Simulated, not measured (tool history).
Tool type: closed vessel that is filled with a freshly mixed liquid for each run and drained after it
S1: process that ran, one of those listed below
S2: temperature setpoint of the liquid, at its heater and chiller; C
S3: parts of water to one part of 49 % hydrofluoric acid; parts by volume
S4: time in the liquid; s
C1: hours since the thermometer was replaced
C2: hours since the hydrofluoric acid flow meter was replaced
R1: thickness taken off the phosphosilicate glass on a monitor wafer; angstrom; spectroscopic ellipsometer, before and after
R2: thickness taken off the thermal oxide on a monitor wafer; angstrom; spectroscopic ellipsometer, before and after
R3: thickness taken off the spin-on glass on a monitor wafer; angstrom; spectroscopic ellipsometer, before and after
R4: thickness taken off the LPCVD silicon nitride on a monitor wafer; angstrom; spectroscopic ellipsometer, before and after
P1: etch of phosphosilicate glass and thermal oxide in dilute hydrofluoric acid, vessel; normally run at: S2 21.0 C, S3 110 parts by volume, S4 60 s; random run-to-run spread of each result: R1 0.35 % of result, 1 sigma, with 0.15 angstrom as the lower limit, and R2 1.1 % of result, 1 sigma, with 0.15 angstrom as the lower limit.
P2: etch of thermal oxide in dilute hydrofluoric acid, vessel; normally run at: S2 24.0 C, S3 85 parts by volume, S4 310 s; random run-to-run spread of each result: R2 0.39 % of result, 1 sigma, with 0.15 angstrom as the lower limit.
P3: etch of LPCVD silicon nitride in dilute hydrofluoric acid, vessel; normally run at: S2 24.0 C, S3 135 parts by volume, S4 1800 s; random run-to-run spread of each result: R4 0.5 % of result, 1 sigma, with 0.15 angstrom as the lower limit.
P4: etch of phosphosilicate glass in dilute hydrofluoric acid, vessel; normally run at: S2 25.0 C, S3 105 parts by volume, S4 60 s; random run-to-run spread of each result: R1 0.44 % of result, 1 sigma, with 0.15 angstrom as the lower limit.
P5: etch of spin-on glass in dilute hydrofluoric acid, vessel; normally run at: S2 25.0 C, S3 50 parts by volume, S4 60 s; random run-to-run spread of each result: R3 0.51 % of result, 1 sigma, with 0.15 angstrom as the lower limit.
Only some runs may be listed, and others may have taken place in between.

run	day	S1	S2	S3	S4	C1	C2	R1	R2	R3	R4
1	0.200	P1	21.0	110	60	1396.0	1059.3	471.08	22.6130		
2	0.292	P1	26.5	110	60	1398.2	1061.5	585.32	28.2690		
3	0.433	P4	25.0	105	60	1401.6	1064.9	703.22			
4	0.558	P1	21.0	110	60	1404.6	1067.9	471.13	22.3970		
5	0.758	P1	21.0	110	60	1409.4	1072.7	469.84	22.4760		
6	0.942	P1	21.0	110	110	1413.8	1077.1	859.76	41.3610		
7	1.100	P4	25.0	105	60	1417.6	1080.9	711.33			
8	1.221	P1	21.0	110	60	1420.5	1083.8	469.99	22.5890		
9	1.379	P2	24.0	85	535	1424.3	1087.6		310.6500		
10	1.504	P1	21.0	110	60	1427.3	1090.6	470.37	22.3290		
11	1.646	P5	25.0	90	60	1430.7	1094.0			406.19	
12	1.783	P1	21.0	175	60	1434.0	1097.3	276.01	13.5560		
13	1.908	P2	17.5	85	310	1437.0	1100.3		138.4100		
14	2.112	P4	25.0	105	120	1441.9	1105.2	1415.00			
15	2.308	P1	17.0	110	60	1446.6	1109.9	399.93	19.0840		
16	2.508	P1	21.0	110	30	1451.4	1114.7	234.95	11.3060		
17	2.704	P3	24.0	135	1800	1456.1	1119.4				66.57800
18	2.812	P3	24.0	85	1800	1458.7	1122.0				105.21000
19	2.988	P5	25.0	50	30	1462.9	1126.2			385.98	
20	3.175	P1	21.0	180	30	1467.4	1130.7	133.91	6.5721		
21	3.329	P3	28.5	135	1800	1471.1	1134.4				88.90700
22	3.471	P1	21.0	30	60	1474.5	1137.8	1908.50	90.1090		
23	3.588	P5	21.0	50	60	1477.3	1140.6			658.52	
24	3.721	P1	17.0	110	30	1480.5	1143.8	199.12	9.3973		
25	3.833	P2	24.0	45	310	1483.2	1146.5		360.3900		
26	3.979	P4	25.0	30	60	1486.7	1150.0	2749.80			
27	4.162	P1	21.0	110	60	1491.1	1154.4	470.24	22.2870		
28	4.317	P3	24.0	135	30	1494.8	1158.1				0.91964
# day 4.400: hydrofluoric acid flow meter replaced
29	4.500	P3	24.0	135	1800	1499.2	2.4				66.74900
30	4.625	P2	24.0	85	310	1502.2	5.4		180.1100		
31	4.717	P4	17.5	105	60	1504.4	7.6	523.31			
32	4.833	P1	24.5	180	60	1507.2	10.4	304.35	14.6340		
33	5.004	P5	25.0	50	60	1511.3	14.5			769.68	
34	5.138	P1	21.0	110	60	1514.5	17.7	468.17	22.5560		
35	5.271	P1	21.0	110	60	1517.7	20.9	469.70	22.6030		
36	5.388	P1	21.0	110	60	1520.5	23.7	461.32	21.8590		
37	5.529	P1	21.0	110	60	1523.9	27.1	451.69	21.6540		
38	5.621	P1	21.0	110	60	1526.1	29.3	445.86	21.5230		
39	5.775	P1	21.0	110	60	1529.8	33.0	444.43	20.6370		
40	5.888	P1	21.0	110	60	1532.5	35.7	438.60	20.7600		
41	6.017	P1	21.0	110	60	1535.6	38.8	437.05	21.6600		
42	6.179	P1	21.0	110	60	1539.5	42.7	440.14	20.8260		
43	6.317	P1	21.0	110	60	1542.8	46.0	438.89	21.5710		
44	6.438	P1	21.0	110	60	1545.7	48.9	435.22	21.1050		

P1 has crept away from where it was. The log is fitted equally well by each of these 2 causes, at the sizes shown:
A: hydrofluoric acid flow below the setpoint (%) = 6.4
B: liquid colder than its thermometer reads (K) = 1.83
The drift started at roughly day 5.271.

4 check runs are offered, each on 2 wafers whose results are averaged, their results left as question marks. Which one tells the causes apart?
check 1	6.558	P3	24.0	135	575						?
check 2	6.558	P5	25.0	90	60					?	
check 3	6.558	P4	25.0	105	115			?			
check 4	6.558	P2	19.5	85	310				?		

How each check would come out, cause by cause:
check	result	if A	if B
check 1	R4	19.82100	18.77300
check 2	R3	379.61	379.97
check 3	R1	1259.40	1263.10
check 4	R2	139.5600	138.9800
Per-check spread between the two closest causes, in the result where they differ most: check 1 5.43 %; check 2 0.09 %; check 3 0.29 %; check 4 0.42 %
The other checks would show nearly matching results whichever cause is true, so check 1 is the only one that separates the causes.

The results of check 1 are: R4 19.75200 angstrom. Based on these, which of the listed causes is it?

It was cause A: hydrofluoric acid flow below the setpoint (%).
